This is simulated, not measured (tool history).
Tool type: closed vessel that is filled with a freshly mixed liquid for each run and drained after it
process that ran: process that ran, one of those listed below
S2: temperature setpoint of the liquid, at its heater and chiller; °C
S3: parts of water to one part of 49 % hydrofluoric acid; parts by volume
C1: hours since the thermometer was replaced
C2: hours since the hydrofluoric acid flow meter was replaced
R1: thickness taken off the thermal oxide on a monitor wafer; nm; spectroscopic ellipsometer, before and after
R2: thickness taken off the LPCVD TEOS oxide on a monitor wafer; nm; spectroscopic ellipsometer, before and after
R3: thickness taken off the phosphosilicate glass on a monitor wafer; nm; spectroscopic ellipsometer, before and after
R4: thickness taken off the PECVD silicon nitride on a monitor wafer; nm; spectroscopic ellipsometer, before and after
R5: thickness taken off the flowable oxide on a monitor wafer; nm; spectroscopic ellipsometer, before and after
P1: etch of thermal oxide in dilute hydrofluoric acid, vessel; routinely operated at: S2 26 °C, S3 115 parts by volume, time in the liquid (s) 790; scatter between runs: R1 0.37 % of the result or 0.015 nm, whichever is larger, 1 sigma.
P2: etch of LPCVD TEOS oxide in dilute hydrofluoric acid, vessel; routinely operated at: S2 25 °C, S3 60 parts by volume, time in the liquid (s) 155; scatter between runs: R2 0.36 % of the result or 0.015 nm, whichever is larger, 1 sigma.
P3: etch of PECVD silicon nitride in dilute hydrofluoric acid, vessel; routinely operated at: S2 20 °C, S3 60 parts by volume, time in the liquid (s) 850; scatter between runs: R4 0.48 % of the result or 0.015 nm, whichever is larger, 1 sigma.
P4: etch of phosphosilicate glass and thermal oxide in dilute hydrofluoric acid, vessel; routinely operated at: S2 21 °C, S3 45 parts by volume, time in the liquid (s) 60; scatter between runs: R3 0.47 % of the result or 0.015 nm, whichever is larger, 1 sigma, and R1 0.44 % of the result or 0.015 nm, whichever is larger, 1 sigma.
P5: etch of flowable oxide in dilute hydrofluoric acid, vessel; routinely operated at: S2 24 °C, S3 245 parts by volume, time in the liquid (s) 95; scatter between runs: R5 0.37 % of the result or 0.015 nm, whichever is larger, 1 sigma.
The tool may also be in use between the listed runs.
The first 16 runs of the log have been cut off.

run 17 hour=160 | process_that_ran=P3 S2=24.5 S3=60 time_in_the_liquid_(s)=850 | C1=2044.3 C2=1158.7 | R4=34.232
run 18 hour=167.2 | process_that_ran=P1 S2=22 S3=115 time_in_the_liquid_(s)=790 | C1=2051.5 C2=1165.9 | R1=28.081
run 19 hour=178.8 | process_that_ran=P1 S2=26 S3=115 time_in_the_liquid_(s)=790 | C1=2063.1 C2=1177.5 | R1=33.196
run 20 hour=191.4 | process_that_ran=P2 S2=17 S3=60 time_in_the_liquid_(s)=155 | C1=2075.7 C2=1190.1 | R2=34.879
run 21 hour=199.1 | process_that_ran=P1 S2=26 S3=175 time_in_the_liquid_(s)=320 | C1=2083.4 C2=1197.8 | R1=8.2102
run 22 hour=208.8 | process_that_ran=P5 S2=31.5 S3=245 time_in_the_liquid_(s)=95 | C1=2093.1 C2=1207.5 | R5=29.753
run 23 hour=219.1 | process_that_ran=P1 S2=26 S3=115 time_in_the_liquid_(s)=295 | C1=2103.4 C2=1217.8 | R1=12.36
run 24 hour=225.5 | process_that_ran=P3 S2=20 S3=60 time_in_the_liquid_(s)=850 | C1=2109.8 C2=1224.2 | R4=25.333
run 25 hour=236.9 | process_that_ran=P2 S2=25 S3=20 time_in_the_liquid_(s)=155 | C1=2121.2 C2=1235.6 | R2=155
run 26 hour=248.1 | process_that_ran=P4 S2=21 S3=45 time_in_the_liquid_(s)=60 | C1=2132.4 C2=1246.8 | R1=5.5941 R3=246.94
run 27 hour=261.3 | process_that_ran=P5 S2=24 S3=245 time_in_the_liquid_(s)=50 | C1=2145.6 C2=1260 | R5=12.033
run 28 hour=272.3 | process_that_ran=P3 S2=20 S3=60 time_in_the_liquid_(s)=850 | C1=2156.6 C2=1271 | R4=25.253

Run 29, settings as shown, results not yet in. Your forecast:
run 29 hour=282.2 | process_that_ran=P4 S2=26 S3=45 time_in_the_liquid_(s)=60 | C1=2166.5 C2=1280.9 | R1=? R3=?

{"run 29": {"R1": 6.8113, "R3": 297.96}}
